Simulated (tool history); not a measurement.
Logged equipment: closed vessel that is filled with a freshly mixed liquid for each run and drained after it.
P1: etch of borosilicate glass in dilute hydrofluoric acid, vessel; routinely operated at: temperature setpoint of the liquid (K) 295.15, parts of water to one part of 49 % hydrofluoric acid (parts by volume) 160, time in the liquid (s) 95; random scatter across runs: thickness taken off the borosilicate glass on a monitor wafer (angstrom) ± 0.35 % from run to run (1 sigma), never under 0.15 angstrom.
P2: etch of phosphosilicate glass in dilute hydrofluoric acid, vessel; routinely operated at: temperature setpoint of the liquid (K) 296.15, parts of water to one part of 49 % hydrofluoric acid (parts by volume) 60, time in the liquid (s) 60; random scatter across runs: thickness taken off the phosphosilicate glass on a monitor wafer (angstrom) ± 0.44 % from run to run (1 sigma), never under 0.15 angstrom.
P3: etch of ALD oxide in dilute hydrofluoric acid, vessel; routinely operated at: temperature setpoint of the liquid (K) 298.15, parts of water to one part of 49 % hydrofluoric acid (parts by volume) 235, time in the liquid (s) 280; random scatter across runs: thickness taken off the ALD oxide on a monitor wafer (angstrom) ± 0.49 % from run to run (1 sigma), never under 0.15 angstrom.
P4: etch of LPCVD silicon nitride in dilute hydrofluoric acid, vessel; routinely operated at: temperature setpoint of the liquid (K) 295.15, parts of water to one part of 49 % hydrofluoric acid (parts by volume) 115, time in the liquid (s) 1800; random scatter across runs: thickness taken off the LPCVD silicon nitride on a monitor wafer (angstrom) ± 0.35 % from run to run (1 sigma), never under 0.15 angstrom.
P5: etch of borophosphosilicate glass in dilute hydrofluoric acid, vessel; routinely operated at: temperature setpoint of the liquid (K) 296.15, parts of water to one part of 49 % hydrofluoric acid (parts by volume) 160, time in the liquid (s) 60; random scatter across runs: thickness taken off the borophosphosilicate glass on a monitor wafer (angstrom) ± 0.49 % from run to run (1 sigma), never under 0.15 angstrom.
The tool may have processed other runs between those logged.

run	hour	process that ran	temperature setpoint of the liquid (K)	parts of water to one part of 49 % hydrofluoric acid (parts by volume)	time in the liquid (s)	hours since the thermometer was replaced	hours since the hydrofluoric acid flow meter was replaced	thickness taken off the borosilicate glass on a monitor wafer (angstrom)	thickness taken off the LPCVD silicon nitride on a monitor wafer (angstrom)	thickness taken off the ALD oxide on a monitor wafer (angstrom)	thickness taken off the phosphosilicate glass on a monitor wafer (angstrom)	thickness taken off the borophosphosilicate glass on a monitor wafer (angstrom)
1	9.6	P1	295.15	160	95	620.3	396	109.82				
2	21.9	P4	291.15	115	1800	632.6	408.3		57.948			
3	34.4	P3	298.15	90	280	645.1	420.8			489.63		
4	44.8	P3	298.15	235	280	655.5	431.2			158.42		
5	59.9	P3	298.15	235	30	670.6	446.3			16.915		
6	72.1	P2	296.15	60	100	682.8	458.5				1695.7	
7	82.2	P1	295.15	160	165	692.9	468.6	192.19				
8	98.7	P1	295.15	60	95	709.4	485.1	332.49				
9	110.4	P1	291.15	160	95	721.1	496.8	94.253				
10	120.1	P5	296.15	275	60	730.8	506.5					72.06
11	130.9	P3	291.15	235	280	741.6	517.3			120.97		
12	143.8	P1	295.15	160	95	754.5	530.2	109.77				
13	152.1	P1	295.15	50	40	762.8	538.5	168.26				
14	161	P1	295.15	160	95	771.7	547.4	110.61				
15	174.3	P5	296.15	160	60	785	560.7					140.07
16	187.2	P1	295.15	160	95	797.9	573.6	109.9				
17	195.5	P1	302.15	35	95	806.2	581.9	785.72				
18	205.8	P2	296.15	100	60	816.5	592.2				580.49	
19	216.8	P1	295.15	160	35	827.5	603.2	40.462				
20	224.4	P2	296.15	60	60	835.1	610.8				1009.3	
21	234.6	P1	295.15	290	95	845.3	621	52.915				
22	244.1	P1	295.15	160	95	854.8	630.5	110.66				
23	256.6	P2	296.15	60	60	867.3	643				1013	
24	271.1	P1	300.15	160	95	881.8	657.5	133.22				
# hour 274.9: hydrofluoric acid flow meter replaced
25	282.8	P2	301.65	60	60	893.5	8				1257	
26	295.1	P4	295.15	205	1800	905.8	20.3		43.049			
27	304.7	P4	295.15	115	1800	915.4	29.9		75.778			
28	314.9	P5	296.15	160	30	925.6	40.1					69.92
29	323.9	P5	302.15	160	60	934.6	49.1					175.55
30	332.2	P4	295.15	115	30	942.9	57.4		1.4265			
31	342.7	P4	295.15	115	1800	953.4	67.9		75.688			
32	356.4	P1	295.15	160	95	967.1	81.6	110.29				
33	367.9	P1	295.15	160	95	978.6	93.1	113.09				
34	376.3	P1	295.15	160	95	987	101.5	114.78				
35	385.9	P1	295.15	160	95	996.6	111.1	115.39				
36	400.2	P1	295.15	160	95	1010.9	125.4	117.5				
37	416	P1	295.15	160	95	1026.7	141.2	118				
38	423.7	P1	295.15	160	95	1034.4	148.9	118.6				
39	439.8	P1	295.15	160	95	1050.5	165	119.35				
40	454.6	P1	295.15	160	95	1065.3	179.8	119				
41	462.2	P1	295.15	160	95	1072.9	187.4	119.33				
42	475.6	P1	295.15	160	95	1086.3	200.8	118.51				

P1 no longer gives what it gave before; its output has crept away from where it was. The following 2 causes, each at its listed size, fit the log equally well:
A: liquid hotter than its thermometer reads (K) = 1.99
B: hydrofluoric acid flow above the setpoint (%) = 6.73
The drift started at roughly hour 356.4.

The check runs listed below each take one wafer, and their results are still question marks. Under which run would the listed causes lead to clearly different results?
check 1	489	P3	293.15	235	280					?		
check 2	489	P2	299.65	60	100						?	
check 3	489	P5	299.65	160	35							?
check 4	489	P4	295.15	170	1800				?			

Check results expected under each cause:
check	result	if A	if B
check 1	thickness taken off the ALD oxide on a monitor wafer (angstrom)	141.13	141.81
check 2	thickness taken off the phosphosilicate glass on a monitor wafer (angstrom)	2108.8	2090.7
check 3	thickness taken off the borophosphosilicate glass on a monitor wafer (angstrom)	99.956	100.4
check 4	thickness taken off the LPCVD silicon nitride on a monitor wafer (angstrom)	58.817	55.139
Minimum pairwise separation of causes per check, each pair taken at its best-separating result: check 1 0.48 %; check 2 0.86 %; check 3 0.44 %; check 4 6.46 %
Check 4 distinguishes between the causes, while the remaining checks would return nearly the same result for all of them.

With check 4 done, the readings were: thickness taken off the LPCVD silicon nitride on a monitor wafer (angstrom) 55.223. Identify which of the listed causes applies.

The cause is B: hydrofluoric acid flow above the setpoint (%).

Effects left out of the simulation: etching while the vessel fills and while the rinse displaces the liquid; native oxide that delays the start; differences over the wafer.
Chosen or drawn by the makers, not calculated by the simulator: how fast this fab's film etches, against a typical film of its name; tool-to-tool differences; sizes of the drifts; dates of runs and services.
